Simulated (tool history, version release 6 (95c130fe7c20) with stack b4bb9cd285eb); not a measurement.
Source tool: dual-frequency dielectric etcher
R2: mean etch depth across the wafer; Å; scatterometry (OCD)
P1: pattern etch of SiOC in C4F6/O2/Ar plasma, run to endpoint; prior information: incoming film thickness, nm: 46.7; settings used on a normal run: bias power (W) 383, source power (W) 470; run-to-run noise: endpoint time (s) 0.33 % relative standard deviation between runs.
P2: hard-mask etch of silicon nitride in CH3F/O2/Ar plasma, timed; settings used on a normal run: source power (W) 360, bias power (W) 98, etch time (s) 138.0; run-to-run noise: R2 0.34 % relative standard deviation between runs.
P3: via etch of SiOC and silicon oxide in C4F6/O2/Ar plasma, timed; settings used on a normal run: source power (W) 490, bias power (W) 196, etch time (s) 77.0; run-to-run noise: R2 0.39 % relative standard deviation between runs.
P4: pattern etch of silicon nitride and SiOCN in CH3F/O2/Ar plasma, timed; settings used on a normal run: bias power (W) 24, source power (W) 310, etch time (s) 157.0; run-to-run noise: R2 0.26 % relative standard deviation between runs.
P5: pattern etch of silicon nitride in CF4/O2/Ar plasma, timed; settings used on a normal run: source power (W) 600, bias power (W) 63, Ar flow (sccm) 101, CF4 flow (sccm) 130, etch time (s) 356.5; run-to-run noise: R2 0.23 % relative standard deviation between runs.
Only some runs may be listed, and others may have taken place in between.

run 1 hour=6.8 | process_that_ran=P1 bias_power_(W)=383 source_power_(W)=470 | endpoint_time_(s)=16.587
run 2 hour=17.6 | process_that_ran=P1 bias_power_(W)=383 source_power_(W)=470 | endpoint_time_(s)=16.635
run 3 hour=24.3 | process_that_ran=P4 bias_power_(W)=24 source_power_(W)=310 etch_time_(s)=119.5 | R2=153.14
run 4 hour=32.9 | process_that_ran=P3 bias_power_(W)=118 source_power_(W)=490 etch_time_(s)=77.0 | R2=820.19
run 5 hour=45.6 | process_that_ran=P1 bias_power_(W)=383 source_power_(W)=470 | endpoint_time_(s)=16.618
run 6 hour=56.8 | process_that_ran=P1 bias_power_(W)=309 source_power_(W)=360 | endpoint_time_(s)=19.968
run 7 hour=66.3 | process_that_ran=P2 bias_power_(W)=98 source_power_(W)=360 etch_time_(s)=80.0 | R2=621.33
run 8 hour=78.3 | process_that_ran=P3 bias_power_(W)=196 source_power_(W)=490 etch_time_(s)=77.0 | R2=955.55
run 9 hour=90.4 | process_that_ran=P1 bias_power_(W)=383 source_power_(W)=470 | endpoint_time_(s)=16.672
run 10 hour=97.3 | process_that_ran=P5 bias_power_(W)=46 source_power_(W)=600 etch_time_(s)=356.5 Ar_flow_(sccm)=101 CF4_flow_(sccm)=130 | R2=8014.20
run 11 hour=109.3 | process_that_ran=P1 bias_power_(W)=383 source_power_(W)=560 | endpoint_time_(s)=15.580
run 12 hour=120.8 | process_that_ran=P1 bias_power_(W)=475 source_power_(W)=560 | endpoint_time_(s)=14.379
run 13 hour=132.4 | process_that_ran=P2 bias_power_(W)=133 source_power_(W)=360 etch_time_(s)=138.0 | R2=1202.30
run 14 hour=138.9 | process_that_ran=P4 bias_power_(W)=24 source_power_(W)=310 etch_time_(s)=157.0 | R2=201.98
run 15 hour=147.3 | process_that_ran=P1 bias_power_(W)=279 source_power_(W)=470 | endpoint_time_(s)=18.557
run 16 hour=154.9 | process_that_ran=P5 bias_power_(W)=63 source_power_(W)=600 etch_time_(s)=356.5 Ar_flow_(sccm)=101 CF4_flow_(sccm)=130 | R2=8999.00
run 17 hour=165.9 | process_that_ran=P3 bias_power_(W)=196 source_power_(W)=330 etch_time_(s)=77.0 | R2=816.05
run 18 hour=178.8 | process_that_ran=P5 bias_power_(W)=63 source_power_(W)=390 etch_time_(s)=356.5 Ar_flow_(sccm)=101 CF4_flow_(sccm)=130 | R2=6177.30
run 19 hour=190.0 | process_that_ran=P5 bias_power_(W)=63 source_power_(W)=600 etch_time_(s)=356.5 Ar_flow_(sccm)=64 CF4_flow_(sccm)=130 | R2=9358.60
run 20 hour=199.7 | process_that_ran=P1 bias_power_(W)=498 source_power_(W)=470 | endpoint_time_(s)=15.230
run 21 hour=209.7 | process_that_ran=P1 bias_power_(W)=383 source_power_(W)=470 | endpoint_time_(s)=16.614
-- hour=218.6 source power generator calibrated
run 22 hour=220.7 | process_that_ran=P3 bias_power_(W)=196 source_power_(W)=490 etch_time_(s)=105.0 | R2=1305.90
run 23 hour=230.8 | process_that_ran=P1 bias_power_(W)=383 source_power_(W)=470 | endpoint_time_(s)=16.518
run 24 hour=242.9 | process_that_ran=P5 bias_power_(W)=63 source_power_(W)=600 etch_time_(s)=356.5 Ar_flow_(sccm)=101 CF4_flow_(sccm)=177 | R2=9231.70
run 25 hour=254.0 | process_that_ran=P2 bias_power_(W)=98 source_power_(W)=360 etch_time_(s)=138.0 | R2=1079.70
run 26 hour=265.5 | process_that_ran=P4 bias_power_(W)=24 source_power_(W)=310 etch_time_(s)=157.0 | R2=202.47
run 27 hour=275.1 | process_that_ran=P1 bias_power_(W)=383 source_power_(W)=370 | endpoint_time_(s)=18.069
run 28 hour=288.0 | process_that_ran=P2 bias_power_(W)=98 source_power_(W)=500 etch_time_(s)=138.0 | R2=1213.60
run 29 hour=295.3 | process_that_ran=P4 bias_power_(W)=24 source_power_(W)=440 etch_time_(s)=157.0 | R2=227.99
run 30 hour=308.4 | process_that_ran=P5 bias_power_(W)=63 source_power_(W)=600 etch_time_(s)=502.5 Ar_flow_(sccm)=101 CF4_flow_(sccm)=130 | R2=12631.00
run 31 hour=317.9 | process_that_ran=P4 bias_power_(W)=32 source_power_(W)=310 etch_time_(s)=157.0 | R2=231.28
run 32 hour=330.4 | process_that_ran=P1 bias_power_(W)=519 source_power_(W)=580 | endpoint_time_(s)=13.807
run 33 hour=343.4 | process_that_ran=P5 bias_power_(W)=63 source_power_(W)=600 etch_time_(s)=356.5 Ar_flow_(sccm)=101 CF4_flow_(sccm)=130 | R2=8960.30
run 34 hour=355.0 | process_that_ran=P1 bias_power_(W)=383 source_power_(W)=470 | endpoint_time_(s)=16.717
run 35 hour=361.3 | process_that_ran=P1 bias_power_(W)=383 source_power_(W)=470 | endpoint_time_(s)=16.652
run 36 hour=374.5 | process_that_ran=P1 bias_power_(W)=383 source_power_(W)=470 | endpoint_time_(s)=16.813
run 37 hour=385.4 | process_that_ran=P1 bias_power_(W)=383 source_power_(W)=470 | endpoint_time_(s)=16.908
run 38 hour=397.6 | process_that_ran=P1 bias_power_(W)=383 source_power_(W)=470 | endpoint_time_(s)=16.894
-- hour=405.1 wet clean of the chamber
run 39 hour=405.9 | process_that_ran=P1 bias_power_(W)=383 source_power_(W)=470 | endpoint_time_(s)=16.908
run 40 hour=412.4 | process_that_ran=P1 bias_power_(W)=383 source_power_(W)=470 | endpoint_time_(s)=16.996
run 41 hour=420.9 | process_that_ran=P1 bias_power_(W)=383 source_power_(W)=470 | endpoint_time_(s)=16.877
run 42 hour=433.6 | process_that_ran=P1 bias_power_(W)=383 source_power_(W)=470 | endpoint_time_(s)=16.915

Something has made what P1 gives creep away from where it was; the 2 causes below, each at its own stated size, fit the log equally well:
A: bias power that arrives under what is set, % = 4.59
B: source power that arrives under what is set, % = 4.34
The onset of the drift is placed at about hour 355.0.
Excluded causes, each with its reason:
chamber walls in a state that lowers the etch rate, %: serviced at hour 405.1, after the drift had started, without restoring the earlier output

Which of the 4 check runs listed below separates the causes, so that each cause would produce a clearly different result? Each run uses one wafer, and its results are marked with question marks.
run check 1 hour=446.3 | process_that_ran=P5 bias_power_(W)=63 source_power_(W)=600 etch_time_(s)=501.0 Ar_flow_(sccm)=101 CF4_flow_(sccm)=177 | R2=?
run check 2 hour=446.3 | process_that_ran=P3 bias_power_(W)=168 source_power_(W)=350 etch_time_(s)=77.0 | R2=?
run check 3 hour=446.3 | process_that_ran=P2 bias_power_(W)=131 source_power_(W)=360 etch_time_(s)=138.0 | R2=?
run check 4 hour=446.3 | process_that_ran=P4 bias_power_(W)=24 source_power_(W)=440 etch_time_(s)=157.0 | R2=?

Check results expected under each cause:
check=check_1 result=R2 if_A=12786.00 if_B=12511.00
check=check_2 result=R2 if_A=784.33 if_B=782.58
check=check_3 result=R2 if_A=1177.20 if_B=1179.40
check=check_4 result=R2 if_A=223.48 if_B=224.76
Per check, the gap between the least separated pair of causes, taken in the result that splits them most: check 1 2.18 %; check 2 0.22 %; check 3 0.19 %; check 4 0.57 %
Check 1 is the one run that separates the causes; every other check would come out nearly the same whichever cause is at work.

Here is what check 1 returned: R2 12522.00 Å. Which cause is it?

Of the candidate causes, it is B: source power that arrives under what is set, %.
